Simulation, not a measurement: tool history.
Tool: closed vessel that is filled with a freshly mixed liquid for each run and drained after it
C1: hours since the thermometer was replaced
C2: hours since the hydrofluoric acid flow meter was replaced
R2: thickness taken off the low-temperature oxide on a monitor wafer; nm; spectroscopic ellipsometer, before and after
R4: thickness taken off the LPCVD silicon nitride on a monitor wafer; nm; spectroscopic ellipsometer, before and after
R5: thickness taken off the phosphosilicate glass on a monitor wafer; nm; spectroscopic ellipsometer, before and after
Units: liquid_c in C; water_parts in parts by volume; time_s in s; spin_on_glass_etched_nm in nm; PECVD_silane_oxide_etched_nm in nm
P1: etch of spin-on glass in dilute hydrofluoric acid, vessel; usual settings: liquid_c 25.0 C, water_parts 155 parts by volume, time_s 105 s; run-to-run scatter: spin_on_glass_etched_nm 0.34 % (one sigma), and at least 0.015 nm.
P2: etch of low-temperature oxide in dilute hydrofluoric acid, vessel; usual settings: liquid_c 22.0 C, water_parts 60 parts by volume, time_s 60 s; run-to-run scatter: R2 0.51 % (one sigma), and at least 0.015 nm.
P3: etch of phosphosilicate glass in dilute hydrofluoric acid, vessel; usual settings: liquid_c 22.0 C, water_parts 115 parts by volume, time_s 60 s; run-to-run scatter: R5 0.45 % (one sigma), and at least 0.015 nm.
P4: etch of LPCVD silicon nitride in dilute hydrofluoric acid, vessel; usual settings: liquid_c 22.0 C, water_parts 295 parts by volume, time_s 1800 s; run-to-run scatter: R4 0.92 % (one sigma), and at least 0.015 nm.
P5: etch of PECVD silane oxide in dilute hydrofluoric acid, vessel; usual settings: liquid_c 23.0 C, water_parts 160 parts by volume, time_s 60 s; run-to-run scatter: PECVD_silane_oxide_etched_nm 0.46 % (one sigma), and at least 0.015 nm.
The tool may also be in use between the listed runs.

run 1 hour=5.8 | process=P1 liquid_c=25.0 water_parts=155 time_s=105 | C1=706.2 C2=378.6 | spin_on_glass_etched_nm=31.7420
run 2 hour=13.5 | process=P1 liquid_c=25.0 water_parts=25 time_s=105 | C1=713.9 C2=386.3 | spin_on_glass_etched_nm=234.0000
run 3 hour=18.7 | process=P1 liquid_c=25.0 water_parts=155 time_s=155 | C1=719.1 C2=391.5 | spin_on_glass_etched_nm=47.1230
run 4 hour=26.6 | process=P2 liquid_c=22.0 water_parts=90 time_s=60 | C1=727.0 C2=399.4 | R2=9.5002
run 5 hour=34.5 | process=P1 liquid_c=25.0 water_parts=155 time_s=105 | C1=734.9 C2=407.3 | spin_on_glass_etched_nm=31.9130
run 6 hour=43.0 | process=P2 liquid_c=29.0 water_parts=60 time_s=60 | C1=743.4 C2=415.8 | R2=19.6630
run 7 hour=50.7 | process=P1 liquid_c=18.5 water_parts=155 time_s=105 | C1=751.1 C2=423.5 | spin_on_glass_etched_nm=24.7750
run 8 hour=58.4 | process=P1 liquid_c=25.0 water_parts=225 time_s=105 | C1=758.8 C2=431.2 | spin_on_glass_etched_nm=20.2970
run 9 hour=62.6 | process=P1 liquid_c=25.0 water_parts=155 time_s=105 | C1=763.0 C2=435.4 | spin_on_glass_etched_nm=31.7400
run 10 hour=69.8 | process=P2 liquid_c=22.0 water_parts=60 time_s=30 | C1=770.2 C2=442.6 | R2=7.4097
run 11 hour=74.5 | process=P5 liquid_c=23.0 water_parts=280 time_s=60 | C1=774.9 C2=447.3 | PECVD_silane_oxide_etched_nm=5.1259
run 12 hour=83.1 | process=P1 liquid_c=25.0 water_parts=50 time_s=205 | C1=783.5 C2=455.9 | spin_on_glass_etched_nm=219.5900
run 13 hour=87.9 | process=P5 liquid_c=23.0 water_parts=160 time_s=115 | C1=788.3 C2=460.7 | PECVD_silane_oxide_etched_nm=19.2100
run 14 hour=94.7 | process=P1 liquid_c=25.0 water_parts=155 time_s=105 | C1=795.1 C2=467.5 | spin_on_glass_etched_nm=31.7570
run 15 hour=100.6 | process=P4 liquid_c=22.0 water_parts=295 time_s=2765 | C1=801.0 C2=473.4 | R4=4.0682
run 16 hour=108.7 | process=P4 liquid_c=22.0 water_parts=295 time_s=1800 | C1=809.1 C2=481.5 | R4=2.6979
run 17 hour=115.7 | process=P1 liquid_c=25.0 water_parts=155 time_s=105 | C1=816.1 C2=488.5 | spin_on_glass_etched_nm=31.6740
run 18 hour=124.1 | process=P3 liquid_c=28.5 water_parts=115 time_s=60 | C1=824.5 C2=496.9 | R5=38.380
run 19 hour=130.0 | process=P1 liquid_c=20.0 water_parts=255 time_s=105 | C1=830.4 C2=502.8 | spin_on_glass_etched_nm=14.5390
run 20 hour=133.8 | process=P3 liquid_c=22.0 water_parts=115 time_s=60 | C1=834.2 C2=506.6 | R5=29.835
run 21 hour=138.2 | process=P4 liquid_c=17.0 water_parts=295 time_s=1800 | C1=838.6 C2=511.0 | R4=1.9442
run 22 hour=145.4 | process=P1 liquid_c=25.0 water_parts=215 time_s=30 | C1=845.8 C2=518.2 | spin_on_glass_etched_nm=6.1677
run 23 hour=150.7 | process=P5 liquid_c=17.0 water_parts=160 time_s=60 | C1=851.1 C2=523.5 | PECVD_silane_oxide_etched_nm=7.9156
run 24 hour=154.6 | process=P1 liquid_c=29.0 water_parts=155 time_s=105 | C1=855.0 C2=527.4 | spin_on_glass_etched_nm=36.9370
run 25 hour=160.0 | process=P3 liquid_c=22.0 water_parts=115 time_s=30 | C1=860.4 C2=532.8 | R5=14.964
run 26 hour=164.3 | process=P4 liquid_c=22.0 water_parts=110 time_s=1800 | C1=864.7 C2=537.1 | R4=7.0753
run 27 hour=171.6 | process=P5 liquid_c=23.0 water_parts=160 time_s=60 | C1=872.0 C2=544.4 | PECVD_silane_oxide_etched_nm=10.1110
run 28 hour=179.9 | process=P1 liquid_c=25.0 water_parts=155 time_s=35 | C1=880.3 C2=552.7 | spin_on_glass_etched_nm=10.6610
run 29 hour=188.4 | process=P1 liquid_c=25.0 water_parts=155 time_s=105 | C1=888.8 C2=561.2 | spin_on_glass_etched_nm=31.7710
run 30 hour=194.4 | process=P2 liquid_c=22.0 water_parts=60 time_s=60 | C1=894.8 C2=567.2 | R2=14.7920
run 31 hour=199.2 | process=P3 liquid_c=22.0 water_parts=115 time_s=60 | C1=899.6 C2=572.0 | R5=29.943
run 32 hour=203.0 | process=P3 liquid_c=22.0 water_parts=195 time_s=60 | C1=903.4 C2=575.8 | R5=16.232
run 33 hour=207.5 | process=P1 liquid_c=25.0 water_parts=155 time_s=105 | C1=907.9 C2=580.3 | spin_on_glass_etched_nm=31.7930
run 34 hour=212.6 | process=P1 liquid_c=25.0 water_parts=155 time_s=105 | C1=913.0 C2=585.4 | spin_on_glass_etched_nm=32.6710
run 35 hour=217.8 | process=P1 liquid_c=25.0 water_parts=155 time_s=105 | C1=918.2 C2=590.6 | spin_on_glass_etched_nm=33.1720
run 36 hour=225.6 | process=P1 liquid_c=25.0 water_parts=155 time_s=105 | C1=926.0 C2=598.4 | spin_on_glass_etched_nm=33.5810
run 37 hour=231.0 | process=P1 liquid_c=25.0 water_parts=155 time_s=105 | C1=931.4 C2=603.8 | spin_on_glass_etched_nm=34.1840
run 38 hour=237.2 | process=P1 liquid_c=25.0 water_parts=155 time_s=105 | C1=937.6 C2=610.0 | spin_on_glass_etched_nm=34.1860
run 39 hour=244.6 | process=P1 liquid_c=25.0 water_parts=155 time_s=105 | C1=945.0 C2=617.4 | spin_on_glass_etched_nm=34.3090
run 40 hour=248.4 | process=P1 liquid_c=25.0 water_parts=155 time_s=105 | C1=948.8 C2=621.2 | spin_on_glass_etched_nm=34.4360
run 41 hour=253.9 | process=P1 liquid_c=25.0 water_parts=155 time_s=105 | C1=954.3 C2=626.7 | spin_on_glass_etched_nm=34.4780
run 42 hour=258.3 | process=P1 liquid_c=25.0 water_parts=155 time_s=105 | C1=958.7 C2=631.1 | spin_on_glass_etched_nm=34.2960
run 43 hour=262.4 | process=P1 liquid_c=25.0 water_parts=155 time_s=105 | C1=962.8 C2=635.2 | spin_on_glass_etched_nm=34.2640

What P1 gives has crept away from where it was. These 2 causes fit the log equally well, each at the size given:
A: liquid hotter than its thermometer reads (K) = 2.08
B: hydrofluoric acid flow above the setpoint (%) = 6.8
The creep began at about hour 207.5.

4 check runs are offered, each on 2 wafers whose results are averaged, their results left as question marks. Which one tells the causes apart?
run check 1 hour=266.5 | process=P2 liquid_c=25.5 water_parts=90 time_s=60 | R2=?
run check 2 hour=266.5 | process=P5 liquid_c=17.0 water_parts=160 time_s=60 | PECVD_silane_oxide_etched_nm=?
run check 3 hour=266.5 | process=P4 liquid_c=22.0 water_parts=200 time_s=1800 | R4=?
run check 4 hour=266.5 | process=P3 liquid_c=22.0 water_parts=180 time_s=35 | R5=?

What each check would give under each cause:
check=check_1 result=R2 if_A=11.8780 if_B=11.7840
check=check_2 result=PECVD_silane_oxide_etched_nm if_A=8.6585 if_B=8.5871
check=check_3 result=R4 if_A=4.4492 if_B=4.1558
check=check_4 result=R5 if_A=11.228 if_B=11.219
How far apart the two closest causes lie, in the result that separates them most: check 1 0.79 %; check 2 0.83 %; check 3 6.82 %; check 4 0.08 %
Check 3 tells the causes apart: in the others they would give nearly the same result.

Then check 3 was run and gave: R4 4.1502 nm. Which cause is it?

It is B: hydrofluoric acid flow above the setpoint (%).
